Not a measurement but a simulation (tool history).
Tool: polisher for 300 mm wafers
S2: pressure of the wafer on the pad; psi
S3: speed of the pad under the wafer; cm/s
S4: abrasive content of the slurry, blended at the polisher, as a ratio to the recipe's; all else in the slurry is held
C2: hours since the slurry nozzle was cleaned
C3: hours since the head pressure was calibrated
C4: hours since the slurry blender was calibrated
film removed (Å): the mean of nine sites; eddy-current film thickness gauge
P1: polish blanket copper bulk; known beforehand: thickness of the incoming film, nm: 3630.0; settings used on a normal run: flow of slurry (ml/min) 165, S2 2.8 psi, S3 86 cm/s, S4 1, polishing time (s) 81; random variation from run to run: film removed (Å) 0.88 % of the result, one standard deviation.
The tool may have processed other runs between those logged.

{"run": 1, "hour": 3.8, "flow of slurry (ml/min)": 165, "S2": 2.8, "S3": 86, "S4": 1, "polishing time (s)": 81, "wafers polished on this pad": 315, "C2": 152.4, "C3": 345, "C4": 68.1, "film removed (Å)": 6547.3}
{"run": 2, "hour": 7.2, "flow of slurry (ml/min)": 165, "S2": 2.8, "S3": 130, "S4": 1, "polishing time (s)": 102, "wafers polished on this pad": 332, "C2": 155.8, "C3": 348.4, "C4": 71.5, "film removed (Å)": 12606}
{"run": 3, "hour": 9.0, "flow of slurry (ml/min)": 165, "S2": 2.8, "S3": 86, "S4": 0.7, "polishing time (s)": 81, "wafers polished on this pad": 342, "C2": 157.6, "C3": 350.2, "C4": 73.3, "film removed (Å)": 6040}
{"run": 4, "hour": 12.2, "flow of slurry (ml/min)": 165, "S2": 2.8, "S3": 86, "S4": 1, "polishing time (s)": 81, "wafers polished on this pad": 358, "C2": 160.8, "C3": 353.4, "C4": 76.5, "film removed (Å)": 6616.9}
{"run": 5, "hour": 15.4, "flow of slurry (ml/min)": 165, "S2": 2.8, "S3": 38, "S4": 1, "polishing time (s)": 81, "wafers polished on this pad": 375, "C2": 164, "C3": 356.6, "C4": 79.7, "film removed (Å)": 2919.6}
{"run": 6, "hour": 18.1, "flow of slurry (ml/min)": 165, "S2": 2.8, "S3": 86, "S4": 1, "polishing time (s)": 81, "wafers polished on this pad": 388, "C2": 166.7, "C3": 359.3, "C4": 82.4, "film removed (Å)": 6676.8}
{"run": 7, "hour": 20.6, "flow of slurry (ml/min)": 165, "S2": 2.8, "S3": 86, "S4": 1, "polishing time (s)": 81, "wafers polished on this pad": 401, "C2": 169.2, "C3": 361.8, "C4": 84.9, "film removed (Å)": 6669.5}
{"run": 8, "hour": 23.3, "flow of slurry (ml/min)": 165, "S2": 1.3, "S3": 86, "S4": 1, "polishing time (s)": 81, "wafers polished on this pad": 415, "C2": 171.9, "C3": 364.5, "C4": 87.6, "film removed (Å)": 3078.4}
{"run": 9, "hour": 25.9, "flow of slurry (ml/min)": 100, "S2": 2.8, "S3": 86, "S4": 0.6, "polishing time (s)": 81, "wafers polished on this pad": 429, "C2": 174.5, "C3": 367.1, "C4": 90.2, "film removed (Å)": 5392.5}
{"run": 10, "hour": 28.2, "flow of slurry (ml/min)": 165, "S2": 2.8, "S3": 134, "S4": 1, "polishing time (s)": 81, "wafers polished on this pad": 440, "C2": 176.8, "C3": 369.4, "C4": 92.5, "film removed (Å)": 10367}
{"run": 11, "hour": 31.5, "flow of slurry (ml/min)": 165, "S2": 2.8, "S3": 86, "S4": 1, "polishing time (s)": 81, "wafers polished on this pad": 457, "C2": 180.1, "C3": 372.7, "C4": 95.8, "film removed (Å)": 6548.5}
{"run": 12, "hour": 34.4, "flow of slurry (ml/min)": 245, "S2": 3.7, "S3": 86, "S4": 1, "polishing time (s)": 81, "wafers polished on this pad": 472, "C2": 183, "C3": 375.6, "C4": 98.7, "film removed (Å)": 9222}
{"run": 13, "hour": 38.1, "flow of slurry (ml/min)": 250, "S2": 2.8, "S3": 86, "S4": 1, "polishing time (s)": 81, "wafers polished on this pad": 491, "C2": 186.7, "C3": 379.3, "C4": 102.4, "film removed (Å)": 7020.4}
{"run": 14, "hour": 41.8, "flow of slurry (ml/min)": 100, "S2": 2.8, "S3": 86, "S4": 1, "polishing time (s)": 81, "wafers polished on this pad": 510, "C2": 190.4, "C3": 383, "C4": 106.1, "film removed (Å)": 5905.9}
{"run": 15, "hour": 45.1, "flow of slurry (ml/min)": 165, "S2": 2.8, "S3": 86, "S4": 1.4, "polishing time (s)": 81, "wafers polished on this pad": 527, "C2": 193.7, "C3": 386.3, "C4": 109.4, "film removed (Å)": 7223.9}
{"run": 16, "hour": 46.9, "flow of slurry (ml/min)": 165, "S2": 2.8, "S3": 86, "S4": 1, "polishing time (s)": 46, "wafers polished on this pad": 537, "C2": 195.5, "C3": 388.1, "C4": 111.2, "film removed (Å)": 3688.9}

Predict the results of run 17:
{"run": 17, "hour": 48.8, "flow of slurry (ml/min)": 165, "S2": 2.8, "S3": 86, "S4": 1, "polishing time (s)": 81, "wafers polished on this pad": 546, "C2": 197.4, "C3": 390, "C4": 113.1, "film removed (Å)": "?"}

{"run 17": {"film removed (Å)": 6568.8}}

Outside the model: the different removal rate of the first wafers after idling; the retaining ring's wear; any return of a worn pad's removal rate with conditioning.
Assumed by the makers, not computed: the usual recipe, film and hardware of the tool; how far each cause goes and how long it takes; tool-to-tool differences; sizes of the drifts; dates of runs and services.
